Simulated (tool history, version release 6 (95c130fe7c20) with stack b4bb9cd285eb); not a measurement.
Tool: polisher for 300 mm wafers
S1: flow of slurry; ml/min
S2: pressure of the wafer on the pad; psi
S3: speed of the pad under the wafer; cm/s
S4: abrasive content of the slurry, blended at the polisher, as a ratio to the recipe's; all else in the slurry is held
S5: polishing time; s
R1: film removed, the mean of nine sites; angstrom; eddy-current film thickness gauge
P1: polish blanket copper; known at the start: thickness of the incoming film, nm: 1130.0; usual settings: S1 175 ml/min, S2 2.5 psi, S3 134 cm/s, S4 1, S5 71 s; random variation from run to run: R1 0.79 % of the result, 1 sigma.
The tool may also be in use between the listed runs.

| run | hour | S1 | S2 | S3 | S4 | S5 | R1 |
|---|---|---|---|---|---|---|---|
| 1 | 10.9 | 175 | 2.5 | 134 | 1 | 71 | 2698.4 |
| 2 | 20.2 | 175 | 2.5 | 134 | 1 | 104 | 3933.1 |
| 3 | 35.1 | 175 | 2.5 | 134 | 1.3 | 71 | 2871.4 |
| 4 | 50.8 | 175 | 2.5 | 134 | 1 | 71 | 2683.4 |
| 5 | 59.8 | 230 | 2.5 | 134 | 0.6 | 71 | 2503.9 |
| 6 | 70.5 | 230 | 2.5 | 134 | 1 | 71 | 2782.3 |
|  | 78.3 | slurry blender recalibrated |
| 7 | 81.2 | 105 | 2.5 | 134 | 0.65 | 71 | 2252.7 |
| 8 | 97.1 | 175 | 1.4 | 134 | 1 | 71 | 1522 |
| 9 | 107.6 | 175 | 2.5 | 94 | 1 | 71 | 1910.7 |
| 10 | 114.6 | 175 | 2.5 | 196 | 1 | 71 | 3924.4 |
| 11 | 127.9 | 175 | 2.5 | 80 | 1.45 | 71 | 1785 |
| 12 | 138.2 | 175 | 3.5 | 134 | 1 | 71 | 3784.9 |
| 13 | 145.9 | 175 | 2.5 | 134 | 1 | 71 | 2742.9 |
| 14 | 157.1 | 105 | 2.5 | 134 | 1 | 71 | 2447 |
| 15 | 172 | 175 | 2.5 | 134 | 0.55 | 71 | 2416.3 |
| 16 | 180.2 | 175 | 2.5 | 134 | 1 | 32 | 1227.9 |
| 17 | 189.8 | 175 | 2.5 | 134 | 1 | 71 | 2682.6 |
| 18 | 203.4 | 175 | 2.5 | 134 | 1 | 71 | 2703.4 |
| 19 | 217.6 | 175 | 2.5 | 134 | 1 | 71 | 2720.2 |
| 20 | 226.9 | 175 | 2.5 | 134 | 1 | 71 | 2661.6 |
| 21 | 238.2 | 175 | 2.5 | 134 | 1 | 71 | 2579.8 |
| 22 | 249 | 175 | 2.5 | 134 | 1 | 71 | 2580.6 |
|  | 250.8 | slurry blender recalibrated |
|  | 261.1 | head pressure recalibrated |
| 23 | 263.2 | 175 | 2.5 | 134 | 1 | 71 | 2535.4 |
| 24 | 278.3 | 175 | 2.5 | 134 | 1 | 71 | 2515.9 |
| 25 | 288.8 | 175 | 2.5 | 134 | 1 | 71 | 2511.5 |

What P1 gives has crept away from where it was. These 2 causes fit the log equally well, each at the size given:
A: removal rate lost through wear of the pad, % = 7.65
B: slurry flow missing at the pad, % = 35.3
The creep began at about hour 217.6.
Why every other cause is out:
head's pressure below its setpoint, %: serviced at hour 261.1, which brought nothing back
abrasive missing from the slurry, %: serviced at hour 250.8, which brought nothing back

4 check runs are offered, each on 5 wafers whose results are averaged, their results left as question marks. Which one tells the causes apart?
| check 1 | 299.3 | 175 | 2.5 | 178 | 1 | 71 | ? |
| check 2 | 299.3 | 125 | 2.5 | 172 | 1 | 71 | ? |
| check 3 | 299.3 | 175 | 2.5 | 134 | 1.3 | 71 | ? |
| check 4 | 299.3 | 175 | 2.5 | 134 | 0.55 | 71 | ? |

What each check would give under each cause:
| check | result | if A | if B |
|---|---|---|---|
| check 1 | R1 | 3321.8 | 3322.2 |
| check 2 | R1 | 3027.3 | 2943.7 |
| check 3 | R1 | 2647.6 | 2647.9 |
| check 4 | R1 | 2210.3 | 2210.5 |
How far apart the two closest causes lie, in the result that separates them most: check 1 0.01 %; check 2 2.8 %; check 3 0.01 %; check 4 0.01 %
Only check 2 tells the causes apart: in the others they would give nearly the same result.

Check 2 was then run and gave: R1 2940.2 angstrom. Which cause is it?

It is B: slurry flow missing at the pad, %.
